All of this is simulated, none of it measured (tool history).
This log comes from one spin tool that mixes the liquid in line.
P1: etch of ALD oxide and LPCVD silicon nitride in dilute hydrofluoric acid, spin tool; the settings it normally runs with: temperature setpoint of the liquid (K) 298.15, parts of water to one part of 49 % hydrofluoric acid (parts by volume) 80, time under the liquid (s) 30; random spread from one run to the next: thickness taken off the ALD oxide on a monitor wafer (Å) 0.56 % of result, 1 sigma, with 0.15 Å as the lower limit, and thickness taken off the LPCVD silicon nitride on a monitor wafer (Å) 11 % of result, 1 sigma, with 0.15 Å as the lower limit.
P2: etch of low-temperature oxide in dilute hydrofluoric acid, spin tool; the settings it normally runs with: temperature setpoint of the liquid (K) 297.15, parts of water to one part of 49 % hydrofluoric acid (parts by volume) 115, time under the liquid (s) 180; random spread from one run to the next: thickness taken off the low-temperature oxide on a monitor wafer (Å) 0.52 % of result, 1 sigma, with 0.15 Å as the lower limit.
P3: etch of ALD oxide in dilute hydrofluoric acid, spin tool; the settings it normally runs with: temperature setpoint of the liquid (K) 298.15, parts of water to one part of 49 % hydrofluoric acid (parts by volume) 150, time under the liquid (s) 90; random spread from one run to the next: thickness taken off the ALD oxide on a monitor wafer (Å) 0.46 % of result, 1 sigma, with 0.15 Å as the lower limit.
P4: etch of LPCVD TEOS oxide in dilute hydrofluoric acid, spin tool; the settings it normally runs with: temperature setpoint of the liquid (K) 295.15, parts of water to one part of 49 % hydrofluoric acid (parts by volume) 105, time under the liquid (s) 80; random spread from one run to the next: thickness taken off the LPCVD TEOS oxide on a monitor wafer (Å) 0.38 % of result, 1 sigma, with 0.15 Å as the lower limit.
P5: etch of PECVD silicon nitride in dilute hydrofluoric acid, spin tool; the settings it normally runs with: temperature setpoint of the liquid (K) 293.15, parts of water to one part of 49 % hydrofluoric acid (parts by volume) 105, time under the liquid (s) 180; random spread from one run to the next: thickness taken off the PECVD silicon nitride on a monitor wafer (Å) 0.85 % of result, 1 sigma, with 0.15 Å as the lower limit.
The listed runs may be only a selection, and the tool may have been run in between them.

run   hour  process that ran  temperature setpoint of the liquid (K)  parts of water to one part of 49 % hydrofluoric acid (parts by volume)  time under the liquid (s)  hours since the thermometer was replaced  hours since the hydrofluoric acid flow meter was replaced  thickness taken off the ALD oxide on a monitor wafer (Å)  thickness taken off the LPCVD silicon nitride on a monitor wafer (Å)  thickness taken off the PECVD silicon nitride on a monitor wafer (Å)  thickness taken off the low-temperature oxide on a monitor wafer (Å)  thickness taken off the LPCVD TEOS oxide on a monitor wafer (Å)
  1    7.5                P1                                  298.15                                                                      80                         30                                     306.8                                                     1464.1                                                    89.497                                                               2.08660
  2   14.2                P5                                  293.15                                                                     105                         75                                     313.5                                                     1470.8                                                                                                                                                                                                10.054
  3   23.3                P1                                  305.15                                                                      80                         30                                     322.6                                                     1479.9                                                   117.440                                                               2.94610
  4   31.7                P5                                  298.15                                                                     105                        180                                     331.0                                                     1488.3                                                                                                                                                                                                31.775
  5   37.1                P1                                  298.15                                                                     140                         15                                     336.4                                                     1493.7                                                    23.424                                                               0.65533
  6   42.2                P1                                  298.15                                                                      80                         30                                     341.5                                                     1498.8                                                    89.115                                                               1.75160
  7   50.6                P2                                  297.15                                                                      55                        180                                     349.9                                                     1507.2                                                                                                                                                                                                                                                                      409.43
      55.0  -- hydrofluoric acid flow meter replaced
  8   58.7                P2                                  297.15                                                                     115                        180                                     358.0                                                        3.8                                                                                                                                                                                                                                                                      182.08
  9   66.8                P1                                  298.15                                                                      80                         30                                     366.1                                                       11.9                                                    88.784                                                               2.02770
 10   71.4                P4                                  295.15                                                                     105                         80                                     370.7                                                       16.5                                                                                                                                                                                                                                                                                                                                      117.930
 11   81.9                P5                                  293.15                                                                      55                        180                                     381.2                                                       27.0                                                                                                                                                                                                43.621
 12   92.3                P2                                  297.15                                                                     115                        180                                     391.6                                                       37.4                                                                                                                                                                                                                                                                      182.79
 13   98.1                P1                                  298.15                                                                     140                         30                                     397.4                                                       43.2                                                    47.112                                                               1.36790
 14  106.8                P3                                  298.15                                                                     150                         90                                     406.1                                                       51.9                                                   130.140
 15  111.6                P5                                  293.15                                                                     105                        180                                     410.9                                                       56.7                                                                                                                                                                                                22.509
 16  116.3                P4                                  295.15                                                                     105                         15                                     415.6                                                       61.4                                                                                                                                                                                                                                                                                                                                       22.070
 17  124.2                P2                                  292.65                                                                     115                        180                                     423.5                                                       69.3                                                                                                                                                                                                                                                                      152.61
 18  133.4                P4                                  295.15                                                                     175                         80                                     432.7                                                       78.5                                                                                                                                                                                                                                                                                                                                       65.772
 19  140.2                P1                                  298.15                                                                      80                         60                                     439.5                                                       85.3                                                   177.600                                                               3.89090
 20  146.1                P3                                  298.15                                                                     150                        155                                     445.4                                                       91.2                                                   225.390
 21  153.4                P3                                  304.15                                                                     150                         90                                     452.7                                                       98.5                                                   163.130
 22  162.3                P1                                  298.15                                                                      80                         15                                     461.6                                                      107.4                                                    43.948                                                               0.96184
 23  169.6                P4                                  290.15                                                                     105                         80                                     468.9                                                      114.7                                                                                                                                                                                                                                                                                                                                       96.773
 24  174.5                P1                                  290.65                                                                      80                         30                                     473.8                                                      119.6                                                    65.248                                                               0.87459
 25  179.5                P1                                  298.15                                                                      80                         30                                     478.8                                                      124.6                                                    89.282                                                               1.43180
 26  189.5                P2                                  297.15                                                                     115                        340                                     488.8                                                      134.6                                                                                                                                                                                                                                                                      345.24
 27  197.6                P1                                  298.15                                                                      20                         30                                     496.9                                                      142.7                                                   383.920                                                               7.85880
 28  203.0                P3                                  298.15                                                                     210                         90                                     502.3                                                      148.1                                                    87.464
 29  209.0                P1                                  298.15                                                                      80                         30                                     508.3                                                      154.1                                                    88.898                                                               2.47910
 30  219.3                P1                                  298.15                                                                      80                         30                                     518.6                                                      164.4                                                    86.629                                                               1.62630
 31  223.9                P1                                  298.15                                                                      80                         30                                     523.2                                                      169.0                                                    85.593                                                               1.74610
 32  232.9                P1                                  298.15                                                                      80                         30                                     532.2                                                      178.0                                                    84.724                                                               1.92850
 33  241.8                P1                                  298.15                                                                      80                         30                                     541.1                                                      186.9                                                    84.854                                                               2.29820
 34  248.1                P1                                  298.15                                                                      80                         30                                     547.4                                                      193.2                                                    84.651                                                               1.85480
 35  258.1                P1                                  298.15                                                                      80                         30                                     557.4                                                      203.2                                                    84.293                                                               1.78910
 36  265.0                P1                                  298.15                                                                      80                         30                                     564.3                                                      210.1                                                    83.641                                                               1.61640

P1 no longer gives what it gave before; its output has crept away from where it was. The following 2 causes, each at its listed size, fit the log equally well:
A: liquid colder than its thermometer reads (K) = 1.39
B: hydrofluoric acid flow below the setpoint (%) = 4.89
The onset of the drift is placed at about hour 209.0.

The list below offers 4 check runs, each averaging the results of 3 wafers, and shows each result as a question mark. For which of them would the listed causes give clearly different results?
check 1  271.9                P2                                  297.15                                                                     115                        180                                                                                                                                                                                                                                                                                                                                                                                ?
check 2  271.9                P4                                  295.15                                                                     105                         80                                                                                                                                                                                                                                                                                                                                                                                                                                                 ?
check 3  271.9                P3                                  298.15                                                                     150                         90                                                                                                                                                              ?
check 4  271.9                P5                                  293.15                                                                     105                        180                                                                                                                                                                                                                                                                                                          ?

Expected result of each check under each candidate cause:
  check                                                                result     if A     if B
check 1  thickness taken off the low-temperature oxide on a monitor wafer (Å)   172.98   172.58
check 2       thickness taken off the LPCVD TEOS oxide on a monitor wafer (Å)  111.610  111.600
check 3              thickness taken off the ALD oxide on a monitor wafer (Å)  124.330  123.570
check 4  thickness taken off the PECVD silicon nitride on a monitor wafer (Å)   20.936   21.922
How far apart the two closest causes lie, in the result that separates them most: check 1 0.24 %; check 2 0.02 %; check 3 0.61 %; check 4 4.6 %
Only in check 4 would the causes give clearly different results; in the remaining checks their results would be nearly the same.

The results of check 4 are: thickness taken off the PECVD silicon nitride on a monitor wafer (Å) 21.838. Based on these, which of the listed causes is it?

The cause is B: hydrofluoric acid flow below the setpoint (%).

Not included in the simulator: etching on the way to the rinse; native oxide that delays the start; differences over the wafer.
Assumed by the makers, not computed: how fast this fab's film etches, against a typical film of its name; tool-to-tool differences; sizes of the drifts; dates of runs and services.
